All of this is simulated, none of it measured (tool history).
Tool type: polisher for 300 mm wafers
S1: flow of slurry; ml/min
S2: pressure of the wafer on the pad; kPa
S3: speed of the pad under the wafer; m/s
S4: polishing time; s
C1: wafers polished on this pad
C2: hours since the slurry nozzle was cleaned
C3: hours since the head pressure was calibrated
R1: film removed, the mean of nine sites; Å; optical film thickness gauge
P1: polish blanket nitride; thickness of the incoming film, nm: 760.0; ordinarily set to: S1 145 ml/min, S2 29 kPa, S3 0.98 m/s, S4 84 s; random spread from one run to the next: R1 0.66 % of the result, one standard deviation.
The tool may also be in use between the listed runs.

run 1 day=0.55 | S1=145 S2=29 S3=0.98 S4=84 | C1=174 C2=242.6 C3=611.8 | R1=1690.1
run 2 day=1.154 | S1=145 S2=29 S3=0.98 S4=84 | C1=291 C2=257.1 C3=626.3 | R1=1710.4
run 3 day=1.767 | S1=85 S2=38.6 S3=0.98 S4=84 | C1=410 C2=271.8 C3=641 | R1=2017.8
run 4 day=2.288 | S1=145 S2=29 S3=0.98 S4=43 | C1=512 C2=284.3 C3=653.5 | R1=868.89
run 5 day=2.625 | S1=145 S2=29 S3=0.46 S4=53 | C1=577 C2=292.4 C3=661.6 | R1=588.83
run 6 day=2.933 | S1=145 S2=29 S3=0.68 S4=84 | C1=637 C2=299.8 C3=669 | R1=1276.1
run 7 day=3.221 | S1=145 S2=29 S3=0.56 S4=116 | C1=693 C2=306.7 C3=675.9 | R1=1515.6
run 8 day=3.521 | S1=145 S2=29 S3=0.98 S4=125 | C1=752 C2=313.9 C3=683.1 | R1=2518
run 9 day=4.158 | S1=145 S2=44.8 S3=0.98 S4=84 | C1=876 C2=329.2 C3=698.4 | R1=2649.1
run 10 day=4.708 | S1=145 S2=29 S3=0.98 S4=84 | C1=983 C2=342.4 C3=711.6 | R1=1690.9
run 11 day=5.279 | S1=145 S2=29 S3=0.98 S4=84 | C1=1094 C2=356.1 C3=725.3 | R1=1704.4
run 12 day=5.762 | S1=145 S2=29 S3=1.54 S4=84 | C1=1188 C2=367.7 C3=736.9 | R1=2475.3
run 13 day=6.321 | S1=145 S2=15.2 S3=0.98 S4=84 | C1=1297 C2=381.1 C3=750.3 | R1=909.99
run 14 day=6.738 | S1=145 S2=29 S3=0.98 S4=84 | C1=1378 C2=391.1 C3=760.3 | R1=1691.9
run 15 day=7.212 | S1=145 S2=29 S3=0.98 S4=84 | C1=1470 C2=402.5 C3=771.7 | R1=1684.4
run 16 day=7.554 | S1=85 S2=29 S3=0.98 S4=84 | C1=1537 C2=410.7 C3=779.9 | R1=1520.4
run 17 day=7.954 | S1=210 S2=29 S3=0.98 S4=84 | C1=1614 C2=420.3 C3=789.5 | R1=1826.8
run 18 day=8.329 | S1=145 S2=29 S3=0.98 S4=84 | C1=1687 C2=429.3 C3=798.5 | R1=1720
run 19 day=8.646 | S1=145 S2=29 S3=0.98 S4=84 | C1=1749 C2=436.9 C3=806.1 | R1=1689.3
run 20 day=9 | S1=145 S2=29 S3=0.98 S4=84 | C1=1818 C2=445.4 C3=814.6 | R1=1645.1
run 21 day=9.446 | S1=145 S2=29 S3=0.98 S4=84 | C1=1905 C2=456.1 C3=825.3 | R1=1618.9

Estimate the outcome of run 22 from the log above:
run 22 day=9.738 | S1=145 S2=29 S3=0.98 S4=84 | C1=1961 C2=463.1 C3=832.3 | R1=?

R1: 1611.9 Å
